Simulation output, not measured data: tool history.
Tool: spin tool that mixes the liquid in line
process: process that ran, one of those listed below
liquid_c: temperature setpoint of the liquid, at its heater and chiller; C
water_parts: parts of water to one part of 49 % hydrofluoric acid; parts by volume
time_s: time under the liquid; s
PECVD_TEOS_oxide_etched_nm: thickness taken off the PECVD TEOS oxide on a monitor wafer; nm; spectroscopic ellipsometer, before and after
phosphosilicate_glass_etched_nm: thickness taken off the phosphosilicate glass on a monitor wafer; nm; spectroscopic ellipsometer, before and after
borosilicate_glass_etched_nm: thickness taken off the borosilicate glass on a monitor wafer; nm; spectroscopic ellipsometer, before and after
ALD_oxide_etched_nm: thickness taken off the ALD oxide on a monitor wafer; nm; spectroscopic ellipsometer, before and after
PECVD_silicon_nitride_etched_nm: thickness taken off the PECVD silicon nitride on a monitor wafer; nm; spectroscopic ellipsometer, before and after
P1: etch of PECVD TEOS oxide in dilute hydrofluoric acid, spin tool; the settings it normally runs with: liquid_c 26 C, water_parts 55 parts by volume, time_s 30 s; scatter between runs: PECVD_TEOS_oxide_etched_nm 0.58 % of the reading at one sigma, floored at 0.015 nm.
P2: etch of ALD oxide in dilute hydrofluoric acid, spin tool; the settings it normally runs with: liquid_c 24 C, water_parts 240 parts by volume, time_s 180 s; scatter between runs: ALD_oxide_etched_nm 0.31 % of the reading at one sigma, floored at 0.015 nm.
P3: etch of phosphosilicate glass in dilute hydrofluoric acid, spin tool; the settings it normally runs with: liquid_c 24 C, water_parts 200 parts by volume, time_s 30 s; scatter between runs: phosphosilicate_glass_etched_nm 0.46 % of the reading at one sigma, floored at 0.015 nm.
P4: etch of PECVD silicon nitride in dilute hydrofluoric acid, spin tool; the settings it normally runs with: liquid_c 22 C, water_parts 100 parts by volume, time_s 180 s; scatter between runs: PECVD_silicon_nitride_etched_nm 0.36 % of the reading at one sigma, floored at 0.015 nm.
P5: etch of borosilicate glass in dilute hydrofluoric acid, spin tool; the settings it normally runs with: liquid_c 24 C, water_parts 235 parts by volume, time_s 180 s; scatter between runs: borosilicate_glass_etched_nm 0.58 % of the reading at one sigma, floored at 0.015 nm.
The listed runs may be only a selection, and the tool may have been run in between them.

run   hour  process  liquid_c  water_parts  time_s  hours since the thermometer was replaced  hours since the hydrofluoric acid flow meter was replaced  PECVD_TEOS_oxide_etched_nm  phosphosilicate_glass_etched_nm  borosilicate_glass_etched_nm  ALD_oxide_etched_nm  PECVD_silicon_nitride_etched_nm
  1    5.6       P1        26           55      30                                     593.3                                                      371.3                      6.4696
  2     14       P1        26           55      30                                     601.7                                                      379.7                      6.4119
  3   22.8       P1        22           55      30                                     610.5                                                      388.5                      5.4258
  4     31       P3        24          200      30                                     618.7                                                      396.7                                                       27.486
  5   37.4       P5        24          235     335                                     625.1                                                      403.1                                                                                     27.398
  6   46.7       P2        24          240     180                                     634.4                                                      412.4                                                                                                          7.9331
  7   54.9       P5        24           60     180                                     642.6                                                      420.6                                                                                     71.391
  8   61.1       P1        26           55      30                                     648.8                                                      426.8                       6.416
  9   69.6       P3        24          355      30                                     657.3                                                      435.3                                                       13.234
 10   78.5       P1        30           55      30                                     666.2                                                      444.2                      7.4938
 11   86.8       P3        17          200      30                                     674.5                                                      452.5                                                        20.95
 12   92.9       P2        24           65     180                                     680.6                                                      458.6                                                                                                          35.583
 13   97.2       P4        22           30     180                                     684.9                                                      462.9                                                                                                                                           21.929
 14    103       P5        24          235     180                                     690.7                                                      468.7                                                                                     14.737
 15  111.8       P1        26           95      30                                     699.5                                                      477.5                      3.5034
 16  120.3       P1        26           20      30                                       708                                                        486                      18.553
 17    129       P4      29.5          100     180                                     716.7                                                      494.7                                                                                                                                            11.04
 18  135.3       P4        22          100     180                                       723                                                        501                                                                                                                                           6.7571
 19  140.8       P1        26           55      30                                     728.5                                                      506.5                      6.4353
 20  149.9       P1        26           55      45                                     737.6                                                      515.6                      9.6186
 21  157.6       P5        17          235     180                                     745.3                                                      523.3                                                                                     11.377
 22  163.5       P5        24          235     180                                     751.2                                                      529.2                                                                                     14.846
 23  172.3       P1        26           55      15                                       760                                                        538                      3.2487
 24  176.7       P1      31.5           95      30                                     764.4                                                      542.4                      4.3428
 25  185.9       P2        24          240      50                                     773.6                                                      551.6                                                                                                          2.2049
 26  191.5       P1        26           55      30                                     779.2                                                      557.2                      6.4701
 27  195.9       P1        26           55      30                                     783.6                                                      561.6                      6.4433
 28  202.3       P2      31.5          240     180                                       790                                                        568                                                                                                          10.193
 29  208.8       P4        22          100     365                                     796.5                                                      574.5                                                                                                                                           13.769
 30  216.6       P3        24          200      15                                     804.3                                                      582.3                                                       13.837
 31    226       P1        26           55      30                                     813.7                                                      591.7                      6.4499
 32  233.7       P1        26           55      30                                     821.4                                                      599.4                      6.2821
 33  241.7       P1        26           55      30                                     829.4                                                      607.4                      6.2148
 34  246.1       P1        26           55      30                                     833.8                                                      611.8                      6.0897
 35  253.7       P1        26           55      30                                     841.4                                                      619.4                      6.1336
 36  261.3       P1        26           55      30                                       849                                                        627                      6.0491
 37  266.9       P1        26           55      30                                     854.6                                                      632.6                      6.0247
 38  273.7       P1        26           55      30                                     861.4                                                      639.4                      6.0264
 39  278.3       P1        26           55      30                                       866                                                        644                      6.0376
 40  286.5       P1        26           55      30                                     874.2                                                      652.2                      6.0433

The output of P1 has drifted from where it used to be. Each of the 2 causes below, taken at the size shown beside it, accounts for the log equally well:
A: liquid colder than its thermometer reads (K) = 1.58
B: hydrofluoric acid flow below the setpoint (%) = 5.77
The onset of the drift is placed at about hour 226.

The check runs listed below each take one wafer, and their results are still question marks. Under which run would the listed causes lead to clearly different results?
check 1  294.7       P2        24           80     180                                                                                                                                                                                                                    ?
check 2  294.7       P5        24           75     180                                                                                                                                                                                               ?
check 3  294.7       P3        17          200      15                                                                                                                                                                 ?
check 4  294.7       P4        22          100     355                                                                                                                                                                                                                                                     ?

Check results expected under each cause:
  check                           result    if A    if B
check 1              ALD_oxide_etched_nm  26.685  26.641
check 2     borosilicate_glass_etched_nm  51.922  51.868
check 3  phosphosilicate_glass_etched_nm   9.852  9.7829
check 4  PECVD_silicon_nitride_etched_nm  12.012  12.605
Distance between the nearest two causes, measured in the result of the check that separates them most: check 1 0.17 %; check 2 0.1 %; check 3 0.7 %; check 4 4.82 %
Check 4 tells the causes apart: in the others they would give nearly the same result.

Check 4 has now been run. It gave: PECVD_silicon_nitride_etched_nm 12.648 nm. Which of the candidate causes is it?

The cause is B: hydrofluoric acid flow below the setpoint (%).

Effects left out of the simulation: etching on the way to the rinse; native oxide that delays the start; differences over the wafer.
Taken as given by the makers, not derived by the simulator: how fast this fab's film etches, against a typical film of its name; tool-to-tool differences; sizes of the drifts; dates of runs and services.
